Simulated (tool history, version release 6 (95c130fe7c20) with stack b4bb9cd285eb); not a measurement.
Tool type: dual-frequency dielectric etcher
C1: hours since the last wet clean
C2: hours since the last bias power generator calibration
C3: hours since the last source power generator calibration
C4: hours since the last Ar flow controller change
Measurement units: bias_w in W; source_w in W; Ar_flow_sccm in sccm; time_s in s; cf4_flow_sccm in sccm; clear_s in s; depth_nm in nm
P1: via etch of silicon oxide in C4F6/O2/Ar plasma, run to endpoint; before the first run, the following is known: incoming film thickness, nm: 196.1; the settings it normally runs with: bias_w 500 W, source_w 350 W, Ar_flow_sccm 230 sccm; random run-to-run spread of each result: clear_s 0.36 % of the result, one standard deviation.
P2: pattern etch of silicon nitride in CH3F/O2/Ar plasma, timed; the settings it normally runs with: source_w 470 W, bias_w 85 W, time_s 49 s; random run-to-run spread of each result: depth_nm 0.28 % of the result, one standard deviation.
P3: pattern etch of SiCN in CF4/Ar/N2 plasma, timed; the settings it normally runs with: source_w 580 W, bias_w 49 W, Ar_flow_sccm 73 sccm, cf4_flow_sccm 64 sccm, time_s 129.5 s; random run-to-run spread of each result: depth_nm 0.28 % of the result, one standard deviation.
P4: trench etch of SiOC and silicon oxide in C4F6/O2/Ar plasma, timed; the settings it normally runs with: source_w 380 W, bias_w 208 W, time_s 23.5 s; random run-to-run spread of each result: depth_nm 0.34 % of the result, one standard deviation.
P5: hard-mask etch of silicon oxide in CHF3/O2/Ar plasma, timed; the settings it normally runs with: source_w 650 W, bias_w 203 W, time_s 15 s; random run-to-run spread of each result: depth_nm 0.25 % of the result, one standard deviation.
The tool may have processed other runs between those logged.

{"run": 1, "hour": 8.8, "process": "P1", "bias_w": 500, "source_w": 350, "Ar_flow_sccm": 230, "C1": 372.1, "C2": 2547.9, "C3": 669.8, "C4": 2888, "clear_s": 42.821}
{"run": 2, "hour": 23.9, "process": "P2", "bias_w": 52, "source_w": 470, "time_s": 49, "C1": 387.2, "C2": 2563, "C3": 684.9, "C4": 2903.1, "depth_nm": 31.661}
{"run": 3, "hour": 31.8, "process": "P1", "bias_w": 595, "source_w": 350, "Ar_flow_sccm": 230, "C1": 395.1, "C2": 2570.9, "C3": 692.8, "C4": 2911, "clear_s": 39.974}
{"run": 4, "hour": 46.6, "process": "P3", "bias_w": 66, "source_w": 580, "Ar_flow_sccm": 73, "time_s": 129.5, "cf4_flow_sccm": 64, "C1": 409.9, "C2": 2585.7, "C3": 707.6, "C4": 2925.8, "depth_nm": 138.59}
{"run": 5, "hour": 59.4, "process": "P1", "bias_w": 500, "source_w": 350, "Ar_flow_sccm": 293, "C1": 422.7, "C2": 2598.5, "C3": 720.4, "C4": 2938.6, "clear_s": 44.036}
{"run": 6, "hour": 67.2, "process": "P1", "bias_w": 302, "source_w": 350, "Ar_flow_sccm": 160, "C1": 430.5, "C2": 2606.3, "C3": 728.2, "C4": 2946.4, "clear_s": 49.148}
{"run": 7, "hour": 83.9, "process": "P1", "bias_w": 403, "source_w": 350, "Ar_flow_sccm": 230, "C1": 447.2, "C2": 2623, "C3": 744.9, "C4": 2963.1, "clear_s": 46.371}
{"run": 8, "hour": 97.9, "process": "P1", "bias_w": 500, "source_w": 350, "Ar_flow_sccm": 230, "C1": 461.2, "C2": 2637, "C3": 758.9, "C4": 2977.1, "clear_s": 42.702}
{"run": 9, "hour": 112.2, "process": "P3", "bias_w": 49, "source_w": 580, "Ar_flow_sccm": 73, "time_s": 129.5, "cf4_flow_sccm": 64, "C1": 475.5, "C2": 2651.3, "C3": 773.2, "C4": 2991.4, "depth_nm": 126.44}
{"hour": 114.6, "done": "Ar flow controller replaced"}
{"run": 10, "hour": 126.2, "process": "P3", "bias_w": 49, "source_w": 420, "Ar_flow_sccm": 73, "time_s": 129.5, "cf4_flow_sccm": 64, "C1": 489.5, "C2": 2665.3, "C3": 787.2, "C4": 11.7, "depth_nm": 94.95}
{"run": 11, "hour": 135.6, "process": "P4", "bias_w": 208, "source_w": 380, "time_s": 23.5, "C1": 498.9, "C2": 2674.7, "C3": 796.6, "C4": 21.1, "depth_nm": 47.397}
{"run": 12, "hour": 150.5, "process": "P3", "bias_w": 49, "source_w": 580, "Ar_flow_sccm": 73, "time_s": 129.5, "cf4_flow_sccm": 83, "C1": 513.8, "C2": 2689.6, "C3": 811.5, "C4": 36, "depth_nm": 132.13}
{"run": 13, "hour": 166.6, "process": "P1", "bias_w": 500, "source_w": 350, "Ar_flow_sccm": 230, "C1": 529.9, "C2": 2705.7, "C3": 827.6, "C4": 52.1, "clear_s": 42.818}
{"run": 14, "hour": 181.8, "process": "P5", "bias_w": 203, "source_w": 650, "time_s": 15, "C1": 545.1, "C2": 2720.9, "C3": 842.8, "C4": 67.3, "depth_nm": 31.806}
{"run": 15, "hour": 191.0, "process": "P3", "bias_w": 49, "source_w": 580, "Ar_flow_sccm": 103, "time_s": 129.5, "cf4_flow_sccm": 64, "C1": 554.3, "C2": 2730.1, "C3": 852, "C4": 76.5, "depth_nm": 119.68}
{"run": 16, "hour": 202.5, "process": "P5", "bias_w": 264, "source_w": 650, "time_s": 15, "C1": 565.8, "C2": 2741.6, "C3": 863.5, "C4": 88, "depth_nm": 34.959}
{"run": 17, "hour": 210.2, "process": "P2", "bias_w": 85, "source_w": 470, "time_s": 49, "C1": 573.5, "C2": 2749.3, "C3": 871.2, "C4": 95.7, "depth_nm": 37.057}
{"run": 18, "hour": 226.6, "process": "P4", "bias_w": 208, "source_w": 380, "time_s": 17, "C1": 589.9, "C2": 2765.7, "C3": 887.6, "C4": 112.1, "depth_nm": 34.135}
{"run": 19, "hour": 240.9, "process": "P3", "bias_w": 49, "source_w": 580, "Ar_flow_sccm": 73, "time_s": 129.5, "cf4_flow_sccm": 64, "C1": 604.2, "C2": 2780, "C3": 901.9, "C4": 126.4, "depth_nm": 126.24}
{"run": 20, "hour": 257.8, "process": "P4", "bias_w": 208, "source_w": 480, "time_s": 23.5, "C1": 621.1, "C2": 2796.9, "C3": 918.8, "C4": 143.3, "depth_nm": 51.909}
{"run": 21, "hour": 270.7, "process": "P1", "bias_w": 368, "source_w": 350, "Ar_flow_sccm": 188, "C1": 634, "C2": 2809.8, "C3": 931.7, "C4": 156.2, "clear_s": 46.625}
{"run": 22, "hour": 281.4, "process": "P1", "bias_w": 500, "source_w": 350, "Ar_flow_sccm": 140, "C1": 644.7, "C2": 2820.5, "C3": 942.4, "C4": 166.9, "clear_s": 40.232}
{"run": 23, "hour": 289.6, "process": "P1", "bias_w": 500, "source_w": 440, "Ar_flow_sccm": 230, "C1": 652.9, "C2": 2828.7, "C3": 950.6, "C4": 175.1, "clear_s": 39.297}
{"run": 24, "hour": 303.1, "process": "P5", "bias_w": 203, "source_w": 650, "time_s": 11.5, "C1": 666.4, "C2": 2842.2, "C3": 964.1, "C4": 188.6, "depth_nm": 24.374}
{"run": 25, "hour": 318.3, "process": "P4", "bias_w": 267, "source_w": 380, "time_s": 23.5, "C1": 681.6, "C2": 2857.4, "C3": 979.3, "C4": 203.8, "depth_nm": 51.474}
{"run": 26, "hour": 328.6, "process": "P2", "bias_w": 85, "source_w": 380, "time_s": 49, "C1": 691.9, "C2": 2867.7, "C3": 989.6, "C4": 214.1, "depth_nm": 34.324}
{"run": 27, "hour": 341.1, "process": "P5", "bias_w": 203, "source_w": 900, "time_s": 15, "C1": 704.4, "C2": 2880.2, "C3": 1002.1, "C4": 226.6, "depth_nm": 36.036}
{"run": 28, "hour": 355.3, "process": "P2", "bias_w": 85, "source_w": 470, "time_s": 32.5, "C1": 718.6, "C2": 2894.4, "C3": 1016.3, "C4": 240.8, "depth_nm": 24.732}
{"run": 29, "hour": 371.9, "process": "P4", "bias_w": 208, "source_w": 380, "time_s": 23.5, "C1": 735.2, "C2": 2911, "C3": 1032.9, "C4": 257.4, "depth_nm": 47.256}
{"run": 30, "hour": 381.7, "process": "P1", "bias_w": 500, "source_w": 350, "Ar_flow_sccm": 230, "C1": 745, "C2": 2920.8, "C3": 1042.7, "C4": 267.2, "clear_s": 42.571}
{"run": 31, "hour": 395.1, "process": "P1", "bias_w": 500, "source_w": 230, "Ar_flow_sccm": 230, "C1": 758.4, "C2": 2934.2, "C3": 1056.1, "C4": 280.6, "clear_s": 49.924}
{"run": 32, "hour": 406.1, "process": "P3", "bias_w": 49, "source_w": 580, "Ar_flow_sccm": 73, "time_s": 80.5, "cf4_flow_sccm": 64, "C1": 769.4, "C2": 2945.2, "C3": 1067.1, "C4": 291.6, "depth_nm": 78.979}
{"run": 33, "hour": 421.1, "process": "P1", "bias_w": 500, "source_w": 350, "Ar_flow_sccm": 230, "C1": 784.4, "C2": 2960.2, "C3": 1082.1, "C4": 306.6, "clear_s": 42.632}
{"run": 34, "hour": 432.7, "process": "P1", "bias_w": 500, "source_w": 350, "Ar_flow_sccm": 230, "C1": 796, "C2": 2971.8, "C3": 1093.7, "C4": 318.2, "clear_s": 43.011}
{"run": 35, "hour": 443.9, "process": "P1", "bias_w": 500, "source_w": 350, "Ar_flow_sccm": 230, "C1": 807.2, "C2": 2983, "C3": 1104.9, "C4": 329.4, "clear_s": 43.07}
{"run": 36, "hour": 457.7, "process": "P1", "bias_w": 500, "source_w": 350, "Ar_flow_sccm": 230, "C1": 821, "C2": 2996.8, "C3": 1118.7, "C4": 343.2, "clear_s": 43.444}
{"run": 37, "hour": 469.3, "process": "P1", "bias_w": 500, "source_w": 350, "Ar_flow_sccm": 230, "C1": 832.6, "C2": 3008.4, "C3": 1130.3, "C4": 354.8, "clear_s": 43.29}
{"run": 38, "hour": 484.9, "process": "P1", "bias_w": 500, "source_w": 350, "Ar_flow_sccm": 230, "C1": 848.2, "C2": 3024, "C3": 1145.9, "C4": 370.4, "clear_s": 43.193}
{"run": 39, "hour": 499.5, "process": "P1", "bias_w": 500, "source_w": 350, "Ar_flow_sccm": 230, "C1": 862.8, "C2": 3038.6, "C3": 1160.5, "C4": 385, "clear_s": 43.42}
{"hour": 514.1, "done": "wet clean of the chamber"}
{"run": 40, "hour": 516.3, "process": "P1", "bias_w": 500, "source_w": 350, "Ar_flow_sccm": 230, "C1": 2.3, "C2": 3055.4, "C3": 1177.3, "C4": 401.8, "clear_s": 43.36}
{"run": 41, "hour": 533.4, "process": "P1", "bias_w": 500, "source_w": 350, "Ar_flow_sccm": 230, "C1": 19.4, "C2": 3072.5, "C3": 1194.4, "C4": 418.9, "clear_s": 43.617}
{"run": 42, "hour": 549.6, "process": "P1", "bias_w": 500, "source_w": 350, "Ar_flow_sccm": 230, "C1": 35.6, "C2": 3088.7, "C3": 1210.6, "C4": 435.1, "clear_s": 43.652}
{"run": 43, "hour": 558.6, "process": "P1", "bias_w": 500, "source_w": 350, "Ar_flow_sccm": 230, "C1": 44.6, "C2": 3097.7, "C3": 1219.6, "C4": 444.1, "clear_s": 43.643}

Something has made what P1 gives creep away from where it was; the 2 causes below, each at its own stated size, fit the log equally well:
A: bias power that arrives under what is set, % = 4.71
B: source power that arrives under what is set, % = 4.8
The gradual shift began around hour 421.1.
What rules out each remaining cause:
chamber walls in a state that lowers the etch rate, %: serviced at hour 514.1, after the drift had started, without restoring the earlier output
Ar flow that arrives over what is set, %: at its largest 8, which would move clear_s by +0.9 %, too little to match the creep or of the wrong sign

Below are 4 check runs, each on a single wafer, with their results shown as question marks. Which of them would tell the listed causes apart, meaning the causes would give clearly different results under it?
{"run": "check 1", "hour": 567.6, "process": "P4", "bias_w": 208, "source_w": 380, "time_s": 23.5, "depth_nm": "?"}
{"run": "check 2", "hour": 567.6, "process": "P2", "bias_w": 85, "source_w": 470, "time_s": 49, "depth_nm": "?"}
{"run": "check 3", "hour": 567.6, "process": "P3", "bias_w": 49, "source_w": 580, "Ar_flow_sccm": 73, "time_s": 129.5, "cf4_flow_sccm": 64, "depth_nm": "?"}
{"run": "check 4", "hour": 567.6, "process": "P5", "bias_w": 203, "source_w": 650, "time_s": 15, "depth_nm": "?"}

Check results expected under each cause:
check=check_1 result=depth_nm if_A=46.398 if_B=46.248
check=check_2 result=depth_nm if_A=36.57 if_B=36.509
check=check_3 result=depth_nm if_A=124.77 if_B=121.12
check=check_4 result=depth_nm if_A=31.246 if_B=31.175
Gap, in per cent, between the two causes that each check separates least, read from the result that separates them most: check 1 0.32 %; check 2 0.17 %; check 3 2.97 %; check 4 0.23 %
Only in check 3 would the causes give clearly different results; in the remaining checks their results would be nearly the same.

With check 3 done, the readings were: depth_nm 124.81 nm. Identify which of the listed causes applies.

It is A: bias power that arrives under what is set, %.
